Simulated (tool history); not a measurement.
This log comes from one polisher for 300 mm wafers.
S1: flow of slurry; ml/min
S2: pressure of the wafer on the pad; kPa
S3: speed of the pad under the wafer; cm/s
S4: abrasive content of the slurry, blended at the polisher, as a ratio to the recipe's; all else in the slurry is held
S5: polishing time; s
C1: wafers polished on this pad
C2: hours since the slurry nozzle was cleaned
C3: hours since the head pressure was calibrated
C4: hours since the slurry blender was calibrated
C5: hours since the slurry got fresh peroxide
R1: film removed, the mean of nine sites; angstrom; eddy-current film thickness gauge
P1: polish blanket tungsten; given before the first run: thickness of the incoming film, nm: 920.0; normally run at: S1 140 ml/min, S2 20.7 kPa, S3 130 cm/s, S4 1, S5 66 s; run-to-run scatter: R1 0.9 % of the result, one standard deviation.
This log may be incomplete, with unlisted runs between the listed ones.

{"run": 1, "day": 0.171, "S1": 140, "S2": 20.7, "S3": 130, "S4": 1, "S5": 66, "C1": 377, "C2": 212.4, "C3": 328.9, "C4": 58.5, "C5": 119.3, "R1": 3840.3}
{"run": 2, "day": 0.304, "S1": 140, "S2": 20.7, "S3": 130, "S4": 1, "S5": 66, "C1": 405, "C2": 215.6, "C3": 332.1, "C4": 61.7, "C5": 122.5, "R1": 3811.2}
{"run": 3, "day": 0.579, "S1": 140, "S2": 14.5, "S3": 130, "S4": 1, "S5": 66, "C1": 463, "C2": 222.2, "C3": 338.7, "C4": 68.3, "C5": 129.1, "R1": 2702.1}
{"run": 4, "day": 0.771, "S1": 185, "S2": 20.7, "S3": 130, "S4": 1, "S5": 66, "C1": 504, "C2": 226.8, "C3": 343.3, "C4": 72.9, "C5": 133.7, "R1": 4028.9}
{"run": 5, "day": 0.938, "S1": 140, "S2": 20.7, "S3": 130, "S4": 1, "S5": 96, "C1": 539, "C2": 230.8, "C3": 347.3, "C4": 76.9, "C5": 137.7, "R1": 5555.2}
{"run": 6, "day": 1.204, "S1": 140, "S2": 20.7, "S3": 206, "S4": 1, "S5": 66, "C1": 596, "C2": 237.2, "C3": 353.7, "C4": 83.3, "C5": 144.1, "R1": 5982.5}
{"run": 7, "day": 1.454, "S1": 140, "S2": 20.7, "S3": 64, "S4": 1, "S5": 81, "C1": 649, "C2": 243.2, "C3": 359.7, "C4": 89.3, "C5": 150.1, "R1": 2285.6}
{"run": 8, "day": 1.612, "S1": 140, "S2": 20.7, "S3": 130, "S4": 1.45, "S5": 66, "C1": 682, "C2": 247, "C3": 363.5, "C4": 93.1, "C5": 153.9, "R1": 4176.7}
{"run": 9, "day": 1.904, "S1": 140, "S2": 20.7, "S3": 130, "S4": 0.7, "S5": 66, "C1": 744, "C2": 254, "C3": 370.5, "C4": 100.1, "C5": 160.9, "R1": 3500}
{"run": 10, "day": 2.042, "S1": 140, "S2": 31.7, "S3": 130, "S4": 1, "S5": 66, "C1": 773, "C2": 257.3, "C3": 373.8, "C4": 103.4, "C5": 164.2, "R1": 5855.2}
{"run": 11, "day": 2.325, "S1": 140, "S2": 20.7, "S3": 130, "S4": 1, "S5": 66, "C1": 833, "C2": 264.1, "C3": 380.6, "C4": 110.2, "C5": 171, "R1": 3826.1}
{"run": 12, "day": 2.479, "S1": 140, "S2": 20.7, "S3": 130, "S4": 1, "S5": 66, "C1": 866, "C2": 267.8, "C3": 384.3, "C4": 113.9, "C5": 174.7, "R1": 3788.6}
{"run": 13, "day": 2.746, "S1": 140, "S2": 20.7, "S3": 130, "S4": 1, "S5": 66, "C1": 922, "C2": 274.2, "C3": 390.7, "C4": 120.3, "C5": 181.1, "R1": 3753.7}
{"run": 14, "day": 3.025, "S1": 140, "S2": 20.7, "S3": 130, "S4": 1, "S5": 66, "C1": 981, "C2": 280.9, "C3": 397.4, "C4": 127, "C5": 187.8, "R1": 3804.2}
{"run": 15, "day": 3.258, "S1": 140, "S2": 20.7, "S3": 88, "S4": 1, "S5": 66, "C1": 1031, "C2": 286.5, "C3": 403, "C4": 132.6, "C5": 193.4, "R1": 2541.6}
{"run": 16, "day": 3.438, "S1": 140, "S2": 20.7, "S3": 68, "S4": 1.25, "S5": 66, "C1": 1069, "C2": 290.8, "C3": 407.3, "C4": 136.9, "C5": 197.7, "R1": 2121.4}
{"run": 17, "day": 3.729, "S1": 140, "S2": 20.7, "S3": 130, "S4": 1, "S5": 30, "C1": 1131, "C2": 297.8, "C3": 414.3, "C4": 143.9, "C5": 204.7, "R1": 1748.3}
{"run": 18, "day": 3.896, "S1": 85, "S2": 15.2, "S3": 130, "S4": 1, "S5": 66, "C1": 1166, "C2": 301.8, "C3": 418.3, "C4": 147.9, "C5": 208.7, "R1": 2470.7}
{"run": 19, "day": 4.092, "S1": 140, "S2": 20.7, "S3": 130, "S4": 1, "S5": 66, "C1": 1207, "C2": 306.5, "C3": 423, "C4": 152.6, "C5": 213.4, "R1": 3773.7}
{"run": 20, "day": 4.246, "S1": 85, "S2": 20.7, "S3": 130, "S4": 1, "S5": 66, "C1": 1240, "C2": 310.2, "C3": 426.7, "C4": 156.3, "C5": 217.1, "R1": 3403.3}
{"run": 21, "day": 4.496, "S1": 140, "S2": 20.7, "S3": 130, "S4": 1, "S5": 66, "C1": 1293, "C2": 316.2, "C3": 432.7, "C4": 162.3, "C5": 223.1, "R1": 3726.2}
{"run": 22, "day": 4.688, "S1": 140, "S2": 20.7, "S3": 130, "S4": 1, "S5": 66, "C1": 1334, "C2": 320.8, "C3": 437.3, "C4": 166.9, "C5": 227.7, "R1": 3712.3}
{"run": 23, "day": 4.896, "S1": 140, "S2": 20.7, "S3": 130, "S4": 1, "S5": 66, "C1": 1378, "C2": 325.8, "C3": 442.3, "C4": 171.9, "C5": 232.7, "R1": 3548}
{"run": 24, "day": 5.029, "S1": 140, "S2": 20.7, "S3": 130, "S4": 1, "S5": 66, "C1": 1406, "C2": 329, "C3": 445.5, "C4": 175.1, "C5": 235.9, "R1": 3586.7}
{"day": 5.262, "done": "worn pad replaced by a new one"}
{"run": 25, "day": 5.271, "S1": 140, "S2": 20.7, "S3": 130, "S4": 1, "S5": 66, "C1": 2, "C2": 334.8, "C3": 451.3, "C4": 180.9, "C5": 241.7, "R1": 3496.4}
{"day": 5.346, "done": "slurry blender recalibrated"}
{"day": 5.504, "done": "slurry tank refilled with fresh slurry and peroxide"}
{"run": 26, "day": 5.538, "S1": 140, "S2": 20.7, "S3": 130, "S4": 1, "S5": 66, "C1": 58, "C2": 341.2, "C3": 457.7, "C4": 4.6, "C5": 0.8, "R1": 3453.3}
{"run": 27, "day": 5.779, "S1": 140, "S2": 20.7, "S3": 130, "S4": 1, "S5": 66, "C1": 109, "C2": 347, "C3": 463.5, "C4": 10.4, "C5": 6.6, "R1": 3437.2}
{"run": 28, "day": 5.912, "S1": 140, "S2": 20.7, "S3": 130, "S4": 1, "S5": 66, "C1": 138, "C2": 350.2, "C3": 466.7, "C4": 13.6, "C5": 9.8, "R1": 3393.2}
{"run": 29, "day": 6.196, "S1": 140, "S2": 20.7, "S3": 130, "S4": 1, "S5": 66, "C1": 198, "C2": 357, "C3": 473.5, "C4": 20.4, "C5": 16.6, "R1": 3440.4}
{"run": 30, "day": 6.438, "S1": 140, "S2": 20.7, "S3": 130, "S4": 1, "S5": 66, "C1": 249, "C2": 362.8, "C3": 479.3, "C4": 26.2, "C5": 22.4, "R1": 3388.7}
{"run": 31, "day": 6.612, "S1": 140, "S2": 20.7, "S3": 130, "S4": 1, "S5": 66, "C1": 286, "C2": 367, "C3": 483.5, "C4": 30.4, "C5": 26.6, "R1": 3436.9}

What P1 gives has crept away from where it was. These 2 causes fit the log equally well, each at the size given:
A: head's pressure below its setpoint, % = 10.3
B: slurry flow missing at the pad, % = 37.7
The drift started at roughly day 4.496.
Why every other cause is out:
removal rate lost through wear of the pad, %: was serviced at day 5.262, once the creep was under way, yet the earlier output never came back
abrasive missing from the slurry, %: was serviced at day 5.346, once the creep was under way, yet the earlier output never came back
peroxide lost from the slurry, %: was serviced at day 5.504, once the creep was under way, yet the earlier output never came back

Below are 4 check runs, each averaged over 5 wafers, with their results shown as question marks. Which of them would give clearly different results depending on which cause is behind the drift?
{"run": "check 1", "day": 6.788, "S1": 140, "S2": 20.7, "S3": 130, "S4": 1.4, "S5": 44, "R1": "?"}
{"run": "check 2", "day": 6.788, "S1": 140, "S2": 20.7, "S3": 130, "S4": 1.4, "S5": 66, "R1": "?"}
{"run": "check 3", "day": 6.788, "S1": 100, "S2": 20.7, "S3": 130, "S4": 1, "S5": 46, "R1": "?"}
{"run": "check 4", "day": 6.788, "S1": 140, "S2": 20.7, "S3": 184, "S4": 1, "S5": 66, "R1": "?"}

What every check run would give for each of its results, assuming each possible cause in turn:
check=check_1 result=R1 if_A=2471 if_B=2472.6
check=check_2 result=R1 if_A=3706.6 if_B=3708.8
check=check_3 result=R1 if_A=2217 if_B=2138.4
check=check_4 result=R1 if_A=4838.7 if_B=4841.7
Per-check spread between the two closest causes, in the result where they differ most: check 1 0.06 %; check 2 0.06 %; check 3 3.61 %; check 4 0.06 %
The other checks would show nearly matching results whichever cause is true, so check 3 is the only one that separates the causes.

Check 3 was then run and gave: R1 2210 angstrom. Which cause is it?

The correct cause is A, namely: head's pressure below its setpoint, %.
